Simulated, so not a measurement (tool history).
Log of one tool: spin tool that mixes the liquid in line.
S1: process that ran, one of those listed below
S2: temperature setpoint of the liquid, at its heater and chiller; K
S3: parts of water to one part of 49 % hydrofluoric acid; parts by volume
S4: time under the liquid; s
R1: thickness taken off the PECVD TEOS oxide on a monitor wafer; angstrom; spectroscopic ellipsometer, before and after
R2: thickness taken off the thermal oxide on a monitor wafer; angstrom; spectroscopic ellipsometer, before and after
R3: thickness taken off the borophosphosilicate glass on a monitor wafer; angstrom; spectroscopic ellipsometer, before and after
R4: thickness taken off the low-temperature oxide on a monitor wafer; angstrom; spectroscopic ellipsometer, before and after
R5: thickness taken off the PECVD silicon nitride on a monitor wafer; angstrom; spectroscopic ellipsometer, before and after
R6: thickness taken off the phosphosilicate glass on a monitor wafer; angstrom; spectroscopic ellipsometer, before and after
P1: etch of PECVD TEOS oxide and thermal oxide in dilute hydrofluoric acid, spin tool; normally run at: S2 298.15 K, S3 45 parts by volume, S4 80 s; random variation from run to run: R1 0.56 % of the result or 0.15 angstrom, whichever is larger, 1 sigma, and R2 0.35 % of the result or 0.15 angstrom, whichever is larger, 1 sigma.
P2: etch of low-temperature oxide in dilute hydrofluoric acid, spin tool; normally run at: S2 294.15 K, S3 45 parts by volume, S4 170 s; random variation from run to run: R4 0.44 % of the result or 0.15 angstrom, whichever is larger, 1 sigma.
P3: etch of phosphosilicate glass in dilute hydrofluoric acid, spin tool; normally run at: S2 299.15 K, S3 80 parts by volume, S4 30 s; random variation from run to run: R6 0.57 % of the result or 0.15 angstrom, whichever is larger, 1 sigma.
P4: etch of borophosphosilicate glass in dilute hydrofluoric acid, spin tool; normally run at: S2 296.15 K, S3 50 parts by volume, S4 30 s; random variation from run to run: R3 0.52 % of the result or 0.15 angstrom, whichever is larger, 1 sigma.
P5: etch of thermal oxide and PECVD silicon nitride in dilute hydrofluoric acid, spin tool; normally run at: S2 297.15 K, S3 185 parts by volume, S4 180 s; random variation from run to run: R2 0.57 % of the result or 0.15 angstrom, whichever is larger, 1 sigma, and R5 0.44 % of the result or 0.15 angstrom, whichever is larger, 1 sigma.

Run 1, hour 4.2: S1 P1, S2 298.15 K, S3 45 parts by volume, S4 80 s. Result: R1 318.53 angstrom, R2 93.344 angstrom.
Run 2, hour 8.7: S1 P1, S2 298.15 K, S3 45 parts by volume, S4 80 s. Result: R1 317.5 angstrom, R2 93.265 angstrom.
Run 3, hour 12.5: S1 P1, S2 293.15 K, S3 45 parts by volume, S4 80 s. Result: R1 258.52 angstrom, R2 75.467 angstrom.
Run 4, hour 18: S1 P4, S2 296.15 K, S3 50 parts by volume, S4 15 s. Result: R3 86.42 angstrom.
Run 5, hour 21: S1 P1, S2 298.15 K, S3 20 parts by volume, S4 80 s. Result: R1 731.8 angstrom, R2 216.69 angstrom.
Run 6, hour 26.1: S1 P2, S2 294.15 K, S3 45 parts by volume, S4 85 s. Result: R4 196.57 angstrom.
Run 7, hour 30.9: S1 P5, S2 297.15 K, S3 185 parts by volume, S4 180 s. Result: R2 43.021 angstrom, R5 53.734 angstrom.
Run 8, hour 36.3: S1 P1, S2 298.15 K, S3 45 parts by volume, S4 35 s. Result: R1 138.03 angstrom, R2 40.835 angstrom.
Run 9, hour 41.8: S1 P2, S2 294.15 K, S3 45 parts by volume, S4 170 s. Result: R4 396.97 angstrom.
Run 10, hour 46.9: S1 P1, S2 298.15 K, S3 45 parts by volume, S4 125 s. Result: R1 493.34 angstrom, R2 144.94 angstrom.
Run 11, hour 49.9: S1 P1, S2 306.15 K, S3 65 parts by volume, S4 80 s. Result: R1 293.58 angstrom, R2 85.887 angstrom.
Run 12, hour 53.7: S1 P1, S2 298.15 K, S3 75 parts by volume, S4 80 s. Result: R1 182.87 angstrom, R2 53.513 angstrom.
Run 13, hour 57.2: S1 P4, S2 296.15 K, S3 50 parts by volume, S4 30 s. Result: R3 173.79 angstrom.
Run 14, hour 59.9: S1 P3, S2 299.15 K, S3 80 parts by volume, S4 15 s. Result: R6 273.05 angstrom.
Run 15, hour 62.8: S1 P1, S2 298.15 K, S3 45 parts by volume, S4 80 s. Result: R1 316.03 angstrom, R2 92.927 angstrom.
Run 16, hour 67.3: S1 P1, S2 298.15 K, S3 45 parts by volume, S4 80 s. Result: R1 318.22 angstrom, R2 93.429 angstrom.
Run 17, hour 70.4: S1 P1, S2 304.65 K, S3 45 parts by volume, S4 80 s. Result: R1 412.79 angstrom, R2 121.09 angstrom.
Run 18, hour 73.6: S1 P5, S2 302.65 K, S3 185 parts by volume, S4 180 s. Result: R2 53.045 angstrom, R5 76.172 angstrom.
Run 19, hour 76.8: S1 P3, S2 299.15 K, S3 80 parts by volume, S4 30 s. Result: R6 548.76 angstrom.
Run 20, hour 79.5: S1 P2, S2 294.15 K, S3 20 parts by volume, S4 170 s. Result: R4 916.65 angstrom.
Run 21, hour 84: S1 P5, S2 297.15 K, S3 185 parts by volume, S4 25 s. Result: R2 6.0134 angstrom, R5 7.3025 angstrom.
Run 22, hour 86.8: S1 P2, S2 290.15 K, S3 45 parts by volume, S4 170 s. Result: R4 331.46 angstrom.
Run 23, hour 92.3: S1 P3, S2 299.15 K, S3 80 parts by volume, S4 30 s. Result: R6 550.9 angstrom.
At hour 94.2: hydrofluoric acid flow meter replaced.
Run 24, hour 94.9: S1 P3, S2 304.65 K, S3 80 parts by volume, S4 30 s. Result: R6 680.3 angstrom.
Run 25, hour 97.5: S1 P4, S2 290.15 K, S3 50 parts by volume, S4 30 s. Result: R3 133.07 angstrom.
Run 26, hour 101.7: S1 P4, S2 296.15 K, S3 70 parts by volume, S4 30 s. Result: R3 119.79 angstrom.
Run 27, hour 106.5: S1 P3, S2 299.15 K, S3 135 parts by volume, S4 30 s. Result: R6 301.61 angstrom.
Run 28, hour 110.8: S1 P5, S2 297.15 K, S3 325 parts by volume, S4 180 s. Result: R2 21.209 angstrom, R5 31.188 angstrom.
Run 29, hour 115.3: S1 P1, S2 298.15 K, S3 45 parts by volume, S4 80 s. Result: R1 319.81 angstrom, R2 93.139 angstrom.
Run 30, hour 119.3: S1 P1, S2 298.15 K, S3 45 parts by volume, S4 80 s. Result: R1 329.23 angstrom, R2 96.648 angstrom.
Run 31, hour 123.6: S1 P1, S2 298.15 K, S3 45 parts by volume, S4 80 s. Result: R1 338.46 angstrom, R2 99.371 angstrom.
Run 32, hour 126.8: S1 P1, S2 298.15 K, S3 45 parts by volume, S4 80 s. Result: R1 337.1 angstrom, R2 100.13 angstrom.
Run 33, hour 132.3: S1 P1, S2 298.15 K, S3 45 parts by volume, S4 80 s. Result: R1 342.6 angstrom, R2 100.93 angstrom.
Run 34, hour 137.3: S1 P1, S2 298.15 K, S3 45 parts by volume, S4 80 s. Result: R1 343.84 angstrom, R2 101.02 angstrom.
Run 35, hour 142.1: S1 P1, S2 298.15 K, S3 45 parts by volume, S4 80 s. Result: R1 343.16 angstrom, R2 101.18 angstrom.

What P1 gives has crept away from where it was. These 2 causes fit the log equally well, each at the size given:
A: hydrofluoric acid flow above the setpoint (%) = 8.16
B: liquid hotter than its thermometer reads (K) = 2.05
The creep began at about hour 115.3.

4 check runs are offered, one wafer each, their results left as question marks. Which one tells the causes apart?
Run check 1, hour 146.9: S1 P3, S2 299.15 K, S3 80 parts by volume, S4 30 s. Result: R6 ?.
Run check 2, hour 146.9: S1 P4, S2 296.15 K, S3 50 parts by volume, S4 30 s. Result: R3 ?.
Run check 3, hour 146.9: S1 P2, S2 294.15 K, S3 45 parts by volume, S4 170 s. Result: R4 ?.
Run check 4, hour 146.9: S1 P5, S2 297.15 K, S3 185 parts by volume, S4 180 s. Result: R2 ?, R5 ?.

What each check would give under each cause:
  check  result    if A    if B
check 1      R6  596.59  592.86
check 2      R3  187.63  187.83
check 3      R4  428.05  429.55
check 4      R2  47.533  46.677
check 4      R5  58.571  61.668
How far apart the two closest causes lie, in the result that separates them most: check 1 0.63 %; check 2 0.11 %; check 3 0.35 %; check 4 5.15 %
Only check 4 tells the causes apart: in the others they would give nearly the same result.

Then check 4 was run and gave: R2 47.711 angstrom; R5 59.044 angstrom. Which cause is it?

It is A: hydrofluoric acid flow above the setpoint (%).
